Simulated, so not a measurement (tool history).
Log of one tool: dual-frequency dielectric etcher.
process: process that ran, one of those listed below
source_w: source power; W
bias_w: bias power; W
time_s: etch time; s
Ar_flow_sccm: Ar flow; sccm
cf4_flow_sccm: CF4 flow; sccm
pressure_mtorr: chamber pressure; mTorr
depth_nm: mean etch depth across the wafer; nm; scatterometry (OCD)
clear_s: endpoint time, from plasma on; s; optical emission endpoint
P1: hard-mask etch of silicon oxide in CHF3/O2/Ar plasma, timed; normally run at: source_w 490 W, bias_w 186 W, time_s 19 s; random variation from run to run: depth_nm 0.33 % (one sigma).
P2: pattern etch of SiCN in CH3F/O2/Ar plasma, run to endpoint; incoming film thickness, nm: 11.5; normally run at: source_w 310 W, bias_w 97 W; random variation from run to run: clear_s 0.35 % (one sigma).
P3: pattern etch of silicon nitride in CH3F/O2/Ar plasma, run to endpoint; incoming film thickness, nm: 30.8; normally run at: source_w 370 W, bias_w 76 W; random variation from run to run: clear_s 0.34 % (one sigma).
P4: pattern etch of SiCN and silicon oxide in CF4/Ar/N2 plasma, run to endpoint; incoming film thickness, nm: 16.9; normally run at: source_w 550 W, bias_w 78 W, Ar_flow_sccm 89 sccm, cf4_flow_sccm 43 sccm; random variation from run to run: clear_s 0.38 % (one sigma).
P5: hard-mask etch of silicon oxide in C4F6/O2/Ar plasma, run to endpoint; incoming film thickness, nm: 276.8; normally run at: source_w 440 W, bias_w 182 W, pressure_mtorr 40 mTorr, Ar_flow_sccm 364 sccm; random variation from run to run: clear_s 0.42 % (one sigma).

run	day	process	source_w	bias_w	time_s	Ar_flow_sccm	cf4_flow_sccm	pressure_mtorr	hours since the last wet clean	hours since the last source power generator calibration	hours since the last bias power generator calibration	depth_nm	clear_s
1	0.246	P1	490	186	19				103.9	963.1	1535.1	35.232	
2	0.608	P1	490	155	10.5				112.6	971.8	1543.8	18.217	
3	0.988	P4	550	78		89	30		121.7	980.9	1552.9		17.693
4	1.258	P1	650	186	19				128.2	987.4	1559.4	39.081	
5	1.733	P4	550	78		116	43		139.6	998.8	1570.8		17.272
6	2.175	P2	310	97					150.2	1009.4	1581.4		30.952
7	2.567	P1	490	186	19				159.6	1018.8	1590.8	35.109	
8	2.833	P1	490	186	26				166	1025.2	1597.2	48.429	
9	3.333	P5	440	182		364		28	178	1037.2	1609.2		84.728
10	3.829	P4	550	78		89	43		189.9	1049.1	1621.1		16.626
11	4.312	P3	370	76					201.5	1060.7	1632.7		46.354
12	4.875	P4	550	105		89	43		215	1074.2	1646.2		14.805
13	5.154	P5	440	245		364		40	221.7	1080.9	1652.9		80.854
14	5.467	P1	490	186	19				229.2	1088.4	1660.4	35.072	
15	6.025	P4	550	78		89	43		242.6	1101.8	1673.8		16.602
16	6.279	P2	310	97					248.7	1107.9	1679.9		30.628
17	6.658	P1	640	186	13.5				257.8	1117	1689	27.639	
18	7.162	P5	440	182		364		40	269.9	1129.1	1701.1		89.562
19	7.433	P1	310	186	19				276.4	1135.6	1707.6	29.846	
20	7.908	P5	440	182		440		40	287.8	1147	1719		90.698
21	8.2	P4	750	78		89	43		294.8	1154	1726		12.647
22	8.675	P2	220	97					306.2	1165.4	1737.4		34.939
23	9.229	P1	490	186	19				319.5	1178.7	1750.7	35.23	
24	9.762	P2	310	118					332.3	1191.5	1763.5		28.559
25	10.275	P1	490	118	19				344.6	1203.8	1775.8	30.361	
26	10.838	P1	490	186	12				358.1	1217.3	1789.3	22.177	
27	11.092	P5	440	182		364		40	364.2	1223.4	1795.4		88.423
28	11.383	P1	490	186	19				371.2	1230.4	1802.4	35.095	
29	11.838	P5	290	182		364		40	382.1	1241.3	1813.3		104.25
30	12.296	P3	370	76					393.1	1252.3	1824.3		46.477
31	12.654	P3	370	48					401.7	1260.9	1832.9		53.84
32	13.042	P1	600	186	11				411	1270.2	1842.2	22.176	
33	13.388	P1	490	186	19				419.3	1278.5	1850.5	35.177	
34	13.667	P3	230	76					426	1285.2	1857.2		55.353
35	14.112	P1	490	232	19				436.7	1295.9	1867.9	38.078	
36	14.533	P1	490	186	19				446.8	1306	1878	35.32	
37	14.925	P1	490	186	19				456.2	1315.4	1887.4	35.012	
38	15.179	P1	490	186	19				462.3	1321.5	1893.5	35.03	
39	15.521	P1	490	186	19				470.5	1329.7	1901.7	35.029	
40	15.992	P1	490	186	19				481.8	1341	1913	34.744	
41	16.246	P1	490	186	19				487.9	1347.1	1919.1	34.5	
42	16.696	P1	490	186	19				498.7	1357.9	1929.9	34.631	
# day 17.021: wet clean of the chamber
43	17.058	P1	490	186	19				1	1366.6	1938.6	34.679	
44	17.317	P1	490	186	19				7.2	1372.8	1944.8	34.774	
45	17.746	P1	490	186	19				17.5	1383.1	1955.1	34.372	

What P1 gives has crept away from where it was. These 2 causes fit the log equally well, each at the size given:
A: source power that arrives under what is set, % = 4.22
B: bias power that arrives under what is set, % = 4.69
The creep began at about day 14.925.
Why every other cause is out:
chamber walls in a state that lowers the etch rate, %: serviced at day 17.021, which brought nothing back

4 check runs are offered, each on 2 wafers whose results are averaged, their results left as question marks. Which one tells the causes apart?
check 1	18.175	P3	370	76									?
check 2	18.175	P5	440	182		364		40					?
check 3	18.175	P2	310	97									?
check 4	18.175	P4	550	78		89	43						?

What each check would give under each cause:
check	result	if A	if B
check 1	clear_s	47.003	47.022
check 2	clear_s	90.356	90.195
check 3	clear_s	31.321	31.396
check 4	clear_s	17.215	16.864
How far apart the two closest causes lie, in the result that separates them most: check 1 0.04 %; check 2 0.18 %; check 3 0.24 %; check 4 2.06 %
Check 4 tells the causes apart: in the others they would give nearly the same result.

Then check 4 was run and gave: clear_s 16.925 s. Which cause is it?

It is B: bias power that arrives under what is set, %.
